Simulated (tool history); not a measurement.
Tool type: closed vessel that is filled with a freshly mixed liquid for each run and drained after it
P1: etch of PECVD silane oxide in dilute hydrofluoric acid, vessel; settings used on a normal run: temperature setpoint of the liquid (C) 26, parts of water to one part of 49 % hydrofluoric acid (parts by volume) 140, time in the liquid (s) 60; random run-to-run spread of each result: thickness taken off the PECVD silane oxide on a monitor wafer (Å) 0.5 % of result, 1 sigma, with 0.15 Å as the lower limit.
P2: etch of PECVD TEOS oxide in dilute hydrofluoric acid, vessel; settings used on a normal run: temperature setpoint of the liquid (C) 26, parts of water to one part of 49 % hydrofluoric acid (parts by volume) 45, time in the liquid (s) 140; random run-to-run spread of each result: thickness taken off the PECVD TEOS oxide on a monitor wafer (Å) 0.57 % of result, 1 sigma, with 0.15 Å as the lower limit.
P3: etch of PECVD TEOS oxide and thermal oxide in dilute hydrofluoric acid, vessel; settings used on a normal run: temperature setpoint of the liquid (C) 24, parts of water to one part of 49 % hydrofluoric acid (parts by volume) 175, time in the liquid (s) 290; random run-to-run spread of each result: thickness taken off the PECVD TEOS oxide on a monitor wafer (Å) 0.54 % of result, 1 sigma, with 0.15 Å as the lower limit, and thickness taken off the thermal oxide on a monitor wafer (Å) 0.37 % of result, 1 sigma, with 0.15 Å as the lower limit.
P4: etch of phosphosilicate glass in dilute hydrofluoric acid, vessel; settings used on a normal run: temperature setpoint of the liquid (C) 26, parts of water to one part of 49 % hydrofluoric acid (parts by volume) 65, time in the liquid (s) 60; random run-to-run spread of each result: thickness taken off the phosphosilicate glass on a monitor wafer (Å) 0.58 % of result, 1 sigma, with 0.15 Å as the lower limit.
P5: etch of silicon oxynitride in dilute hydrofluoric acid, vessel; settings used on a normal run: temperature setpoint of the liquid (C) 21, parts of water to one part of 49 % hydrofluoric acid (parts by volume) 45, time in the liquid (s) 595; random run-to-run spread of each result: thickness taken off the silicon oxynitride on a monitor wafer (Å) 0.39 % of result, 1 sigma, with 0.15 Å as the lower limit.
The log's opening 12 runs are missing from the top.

| run | day | process that ran | temperature setpoint of the liquid (C) | parts of water to one part of 49 % hydrofluoric acid (parts by volume) | time in the liquid (s) | hours since the thermometer was replaced | hours since the hydrofluoric acid flow meter was replaced | thickness taken off the PECVD silane oxide on a monitor wafer (Å) | thickness taken off the PECVD TEOS oxide on a monitor wafer (Å) | thickness taken off the silicon oxynitride on a monitor wafer (Å) | thickness taken off the phosphosilicate glass on a monitor wafer (Å) | thickness taken off the thermal oxide on a monitor wafer (Å) |
|---|---|---|---|---|---|---|---|---|---|---|---|---|
| 13 | 4.008 | P5 | 21 | 45 | 1185 | 1176.8 | 195.1 |  |  | 467.29 |  |  |
| 14 | 4.358 | P3 | 24 | 260 | 290 | 1185.2 | 203.5 |  | 80.066 |  |  | 43.343 |
| 15 | 4.662 | P2 | 26 | 45 | 40 | 1192.5 | 210.8 |  | 89.621 |  |  |  |
| 16 | 4.992 | P1 | 26 | 140 | 60 | 1200.4 | 218.7 | 138.13 |  |  |  |  |
| 17 | 5.196 | P1 | 26 | 140 | 60 | 1205.3 | 223.6 | 140.02 |  |  |  |  |
| 18 | 5.554 | P1 | 26 | 140 | 110 | 1213.9 | 232.2 | 253.87 |  |  |  |  |
| 19 | 5.738 | P3 | 24 | 175 | 290 | 1218.3 | 236.6 |  | 130.51 |  |  | 71.249 |
| 20 | 6.121 | P3 | 30.5 | 175 | 290 | 1227.5 | 245.8 |  | 163.7 |  |  | 89.482 |
| 21 | 6.354 | P2 | 26 | 45 | 140 | 1233.1 | 251.4 |  | 311.01 |  |  |  |
|  | 6.396 | thermometer replaced |
| 22 | 6.696 | P1 | 26 | 90 | 30 | 7.2 | 259.6 | 114.63 |  |  |  |  |
| 23 | 7.025 | P2 | 26 | 45 | 140 | 15.1 | 267.5 |  | 312.72 |  |  |  |

Forecast run 24:
| 24 | 7.338 | P4 | 26 | 95 | 60 | 22.6 | 275 |  |  |  | ? |  |

thickness taken off the phosphosilicate glass on a monitor wafer (Å): 536.27

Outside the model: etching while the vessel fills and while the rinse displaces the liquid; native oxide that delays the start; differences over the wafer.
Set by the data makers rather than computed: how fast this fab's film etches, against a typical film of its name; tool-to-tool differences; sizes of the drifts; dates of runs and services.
